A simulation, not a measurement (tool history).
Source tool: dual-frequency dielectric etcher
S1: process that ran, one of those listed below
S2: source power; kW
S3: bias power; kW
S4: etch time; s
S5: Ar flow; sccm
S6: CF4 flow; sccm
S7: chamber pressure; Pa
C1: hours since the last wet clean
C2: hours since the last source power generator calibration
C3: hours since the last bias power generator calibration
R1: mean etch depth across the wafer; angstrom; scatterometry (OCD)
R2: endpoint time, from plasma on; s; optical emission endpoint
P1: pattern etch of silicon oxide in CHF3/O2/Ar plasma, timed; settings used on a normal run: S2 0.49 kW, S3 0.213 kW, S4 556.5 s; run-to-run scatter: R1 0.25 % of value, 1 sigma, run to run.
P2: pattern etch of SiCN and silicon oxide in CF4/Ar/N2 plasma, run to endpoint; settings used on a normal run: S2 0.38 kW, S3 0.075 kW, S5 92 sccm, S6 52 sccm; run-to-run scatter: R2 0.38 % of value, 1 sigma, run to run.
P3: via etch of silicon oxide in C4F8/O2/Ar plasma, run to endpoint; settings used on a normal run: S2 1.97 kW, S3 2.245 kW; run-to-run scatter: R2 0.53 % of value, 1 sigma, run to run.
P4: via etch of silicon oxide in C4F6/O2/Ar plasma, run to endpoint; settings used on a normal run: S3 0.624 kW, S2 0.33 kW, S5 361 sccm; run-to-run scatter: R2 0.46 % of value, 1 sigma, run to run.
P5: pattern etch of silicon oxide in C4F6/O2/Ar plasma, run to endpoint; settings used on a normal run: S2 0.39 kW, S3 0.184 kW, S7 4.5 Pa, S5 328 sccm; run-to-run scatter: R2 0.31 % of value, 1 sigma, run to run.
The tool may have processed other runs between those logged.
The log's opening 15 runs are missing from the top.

{"run": 16, "day": 6.933, "S1": "P5", "S2": 0.39, "S3": 0.184, "S5": 328, "S7": 4.5, "C1": 386.1, "C2": 1850.1, "C3": 1026.4, "R2": 12.642}
{"run": 17, "day": 7.404, "S1": "P4", "S2": 0.33, "S3": 0.624, "S5": 361, "C1": 397.4, "C2": 1861.4, "C3": 1037.7, "R2": 39.207}
{"run": 18, "day": 7.833, "S1": "P2", "S2": 0.38, "S3": 0.075, "S5": 92, "S6": 36, "C1": 407.7, "C2": 1871.7, "C3": 1048, "R2": 21.862}
{"run": 19, "day": 8.275, "S1": "P5", "S2": 0.39, "S3": 0.232, "S5": 328, "S7": 4.5, "C1": 418.3, "C2": 1882.3, "C3": 1058.6, "R2": 11.702}
{"run": 20, "day": 8.738, "S1": "P3", "S2": 1.97, "S3": 2.245, "C1": 429.4, "C2": 1893.4, "C3": 1069.7, "R2": 230.27}
{"run": 21, "day": 9.05, "S1": "P4", "S2": 0.33, "S3": 0.624, "S5": 275, "C1": 436.9, "C2": 1900.9, "C3": 1077.2, "R2": 38.074}
{"run": 22, "day": 9.412, "S1": "P2", "S2": 0.25, "S3": 0.075, "S5": 92, "S6": 52, "C1": 445.6, "C2": 1909.6, "C3": 1085.9, "R2": 29.9}
{"run": 23, "day": 9.921, "S1": "P1", "S2": 0.49, "S3": 0.213, "S4": 556.5, "C1": 457.8, "C2": 1921.8, "C3": 1098.1, "R1": 10807}
{"run": 24, "day": 10.471, "S1": "P4", "S2": 0.43, "S3": 0.624, "S5": 361, "C1": 471, "C2": 1935, "C3": 1111.3, "R2": 35.469}
{"run": 25, "day": 10.812, "S1": "P1", "S2": 0.49, "S3": 0.213, "S4": 556.5, "C1": 479.2, "C2": 1943.2, "C3": 1119.5, "R1": 10771}
{"run": 26, "day": 11.279, "S1": "P1", "S2": 0.49, "S3": 0.213, "S4": 306, "C1": 490.4, "C2": 1954.4, "C3": 1130.7, "R1": 5961.9}
{"run": 27, "day": 11.717, "S1": "P5", "S2": 0.25, "S3": 0.184, "S5": 328, "S7": 4.5, "C1": 500.9, "C2": 1964.9, "C3": 1141.2, "R2": 14.895}
{"run": 28, "day": 12.042, "S1": "P1", "S2": 0.49, "S3": 0.256, "S4": 556.5, "C1": 508.7, "C2": 1972.7, "C3": 1149, "R1": 11597}
{"run": 29, "day": 12.646, "S1": "P1", "S2": 0.66, "S3": 0.153, "S4": 556.5, "C1": 523.2, "C2": 1987.2, "C3": 1163.5, "R1": 10849}
{"run": 30, "day": 13.083, "S1": "P1", "S2": 0.49, "S3": 0.135, "S4": 556.5, "C1": 533.7, "C2": 1997.7, "C3": 1174, "R1": 9281.6}

Run 31, settings as shown, results not yet in. Your forecast:
{"run": 31, "day": 13.367, "S1": "P4", "S2": 0.33, "S3": 0.624, "S5": 361, "C1": 540.5, "C2": 2004.5, "C3": 1180.8, "R2": "?"}

{"run 31": {"R2": 39.235}}
